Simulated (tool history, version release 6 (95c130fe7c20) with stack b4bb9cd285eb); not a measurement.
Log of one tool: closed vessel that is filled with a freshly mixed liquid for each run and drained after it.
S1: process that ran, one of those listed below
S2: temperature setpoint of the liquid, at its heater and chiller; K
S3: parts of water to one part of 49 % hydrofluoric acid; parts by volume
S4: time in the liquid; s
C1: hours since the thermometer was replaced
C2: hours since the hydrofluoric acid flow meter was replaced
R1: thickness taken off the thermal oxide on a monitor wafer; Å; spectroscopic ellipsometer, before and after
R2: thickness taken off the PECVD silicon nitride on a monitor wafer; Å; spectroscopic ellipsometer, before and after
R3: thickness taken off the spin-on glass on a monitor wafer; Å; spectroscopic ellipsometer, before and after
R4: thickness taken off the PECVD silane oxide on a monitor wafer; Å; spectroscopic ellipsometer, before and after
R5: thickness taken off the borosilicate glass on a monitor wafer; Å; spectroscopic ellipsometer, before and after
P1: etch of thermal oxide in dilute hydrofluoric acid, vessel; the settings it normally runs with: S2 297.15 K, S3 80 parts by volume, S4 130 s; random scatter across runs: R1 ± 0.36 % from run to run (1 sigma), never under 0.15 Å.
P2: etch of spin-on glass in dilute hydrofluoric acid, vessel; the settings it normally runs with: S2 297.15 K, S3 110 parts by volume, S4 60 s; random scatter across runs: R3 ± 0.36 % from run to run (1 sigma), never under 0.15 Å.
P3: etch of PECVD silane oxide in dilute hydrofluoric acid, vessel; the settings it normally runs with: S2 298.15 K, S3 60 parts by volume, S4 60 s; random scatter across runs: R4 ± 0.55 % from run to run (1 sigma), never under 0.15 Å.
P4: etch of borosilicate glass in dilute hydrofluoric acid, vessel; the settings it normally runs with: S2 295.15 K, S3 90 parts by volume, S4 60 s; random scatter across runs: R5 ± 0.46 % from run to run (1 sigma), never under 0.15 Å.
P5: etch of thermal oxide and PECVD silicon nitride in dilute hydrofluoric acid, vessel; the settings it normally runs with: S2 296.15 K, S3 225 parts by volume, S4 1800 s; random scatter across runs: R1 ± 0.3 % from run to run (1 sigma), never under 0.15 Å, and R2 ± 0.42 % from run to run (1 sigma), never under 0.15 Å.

{"run": 1, "hour": 11.6, "S1": "P1", "S2": 297.15, "S3": 80, "S4": 130, "C1": 267.9, "C2": 633.6, "R1": 78.642}
{"run": 2, "hour": 25.4, "S1": "P1", "S2": 297.15, "S3": 80, "S4": 220, "C1": 281.7, "C2": 647.4, "R1": 133.6}
{"run": 3, "hour": 33.8, "S1": "P1", "S2": 297.15, "S3": 80, "S4": 130, "C1": 290.1, "C2": 655.8, "R1": 78.456}
{"run": 4, "hour": 41.5, "S1": "P5", "S2": 296.15, "S3": 225, "S4": 1800, "C1": 297.8, "C2": 663.5, "R1": 302.96, "R2": 352.94}
{"run": 5, "hour": 57.9, "S1": "P1", "S2": 297.15, "S3": 145, "S4": 130, "C1": 314.2, "C2": 679.9, "R1": 40.07}
{"run": 6, "hour": 72.5, "S1": "P2", "S2": 297.15, "S3": 110, "S4": 90, "C1": 328.8, "C2": 694.5, "R3": 275.02}
{"run": 7, "hour": 82.1, "S1": "P1", "S2": 297.15, "S3": 80, "S4": 130, "C1": 338.4, "C2": 704.1, "R1": 78.199}
{"run": 8, "hour": 98.6, "S1": "P1", "S2": 291.15, "S3": 80, "S4": 130, "C1": 354.9, "C2": 720.6, "R1": 61.345}
{"run": 9, "hour": 109.8, "S1": "P2", "S2": 297.15, "S3": 110, "S4": 60, "C1": 366.1, "C2": 731.8, "R3": 182.7}
{"run": 10, "hour": 124.2, "S1": "P3", "S2": 298.15, "S3": 60, "S4": 60, "C1": 380.5, "C2": 746.2, "R4": 166.63}
{"run": 11, "hour": 134.4, "S1": "P3", "S2": 298.15, "S3": 95, "S4": 60, "C1": 390.7, "C2": 756.4, "R4": 100.72}
{"run": 12, "hour": 147.8, "S1": "P4", "S2": 295.15, "S3": 90, "S4": 30, "C1": 404.1, "C2": 769.8, "R5": 132.83}
{"run": 13, "hour": 159.8, "S1": "P1", "S2": 297.15, "S3": 80, "S4": 55, "C1": 416.1, "C2": 781.8, "R1": 33.105}
{"run": 14, "hour": 169.8, "S1": "P1", "S2": 297.15, "S3": 20, "S4": 130, "C1": 426.1, "C2": 791.8, "R1": 339.03}
{"run": 15, "hour": 185.1, "S1": "P1", "S2": 297.15, "S3": 135, "S4": 225, "C1": 441.4, "C2": 807.1, "R1": 75.038}
{"run": 16, "hour": 197.1, "S1": "P2", "S2": 297.15, "S3": 165, "S4": 60, "C1": 453.4, "C2": 819.1, "R3": 114.21}
{"run": 17, "hour": 214.2, "S1": "P1", "S2": 297.15, "S3": 80, "S4": 130, "C1": 470.5, "C2": 836.2, "R1": 78.913}
{"run": 18, "hour": 223.0, "S1": "P2", "S2": 290.15, "S3": 110, "S4": 60, "C1": 479.3, "C2": 845.0, "R3": 137.78}
{"run": 19, "hour": 236.1, "S1": "P5", "S2": 290.65, "S3": 225, "S4": 1800, "C1": 492.4, "C2": 858.1, "R1": 244.21, "R2": 247.02}
{"run": 20, "hour": 244.0, "S1": "P1", "S2": 297.15, "S3": 80, "S4": 130, "C1": 500.3, "C2": 866.0, "R1": 78.685}
{"run": 21, "hour": 251.5, "S1": "P5", "S2": 296.15, "S3": 225, "S4": 915, "C1": 507.8, "C2": 873.5, "R1": 153.11, "R2": 179.17}
{"run": 22, "hour": 265.0, "S1": "P3", "S2": 298.15, "S3": 60, "S4": 100, "C1": 521.3, "C2": 887.0, "R4": 277.76}
{"run": 23, "hour": 274.7, "S1": "P5", "S2": 296.15, "S3": 85, "S4": 1800, "C1": 531.0, "C2": 896.7, "R1": 929.24, "R2": 912.99}
{"run": 24, "hour": 288.4, "S1": "P1", "S2": 301.65, "S3": 80, "S4": 130, "C1": 544.7, "C2": 910.4, "R1": 93.515}
{"run": 25, "hour": 296.5, "S1": "P1", "S2": 297.15, "S3": 80, "S4": 130, "C1": 552.8, "C2": 918.5, "R1": 78.645}
{"run": 26, "hour": 308.7, "S1": "P4", "S2": 295.15, "S3": 90, "S4": 60, "C1": 565.0, "C2": 930.7, "R5": 265.58}
{"run": 27, "hour": 325.0, "S1": "P3", "S2": 293.65, "S3": 60, "S4": 60, "C1": 581.3, "C2": 947.0, "R4": 139.27}
{"run": 28, "hour": 338.2, "S1": "P4", "S2": 295.15, "S3": 155, "S4": 60, "C1": 594.5, "C2": 960.2, "R5": 144.12}
{"run": 29, "hour": 349.2, "S1": "P1", "S2": 297.15, "S3": 120, "S4": 215, "C1": 605.5, "C2": 971.2, "R1": 82.192}
{"run": 30, "hour": 358.2, "S1": "P4", "S2": 290.65, "S3": 90, "S4": 60, "C1": 614.5, "C2": 980.2, "R5": 220.45}
{"run": 31, "hour": 366.2, "S1": "P4", "S2": 295.15, "S3": 90, "S4": 60, "C1": 622.5, "C2": 988.2, "R5": 266.29}
{"run": 32, "hour": 374.9, "S1": "P1", "S2": 297.15, "S3": 80, "S4": 130, "C1": 631.2, "C2": 996.9, "R1": 78.289}
{"run": 33, "hour": 390.8, "S1": "P1", "S2": 297.15, "S3": 80, "S4": 130, "C1": 647.1, "C2": 1012.8, "R1": 82.368}
{"run": 34, "hour": 402.6, "S1": "P1", "S2": 297.15, "S3": 80, "S4": 130, "C1": 658.9, "C2": 1024.6, "R1": 84.17}
{"run": 35, "hour": 410.4, "S1": "P1", "S2": 297.15, "S3": 80, "S4": 130, "C1": 666.7, "C2": 1032.4, "R1": 84.02}
{"run": 36, "hour": 425.0, "S1": "P1", "S2": 297.15, "S3": 80, "S4": 130, "C1": 681.3, "C2": 1047.0, "R1": 84.919}

Forecast run 37:
{"run": 37, "hour": 436.3, "S1": "P1", "S2": 297.15, "S3": 80, "S4": 130, "C1": 692.6, "C2": 1058.3, "R1": "?"}

{"run 37": {"R1": 85.042}}
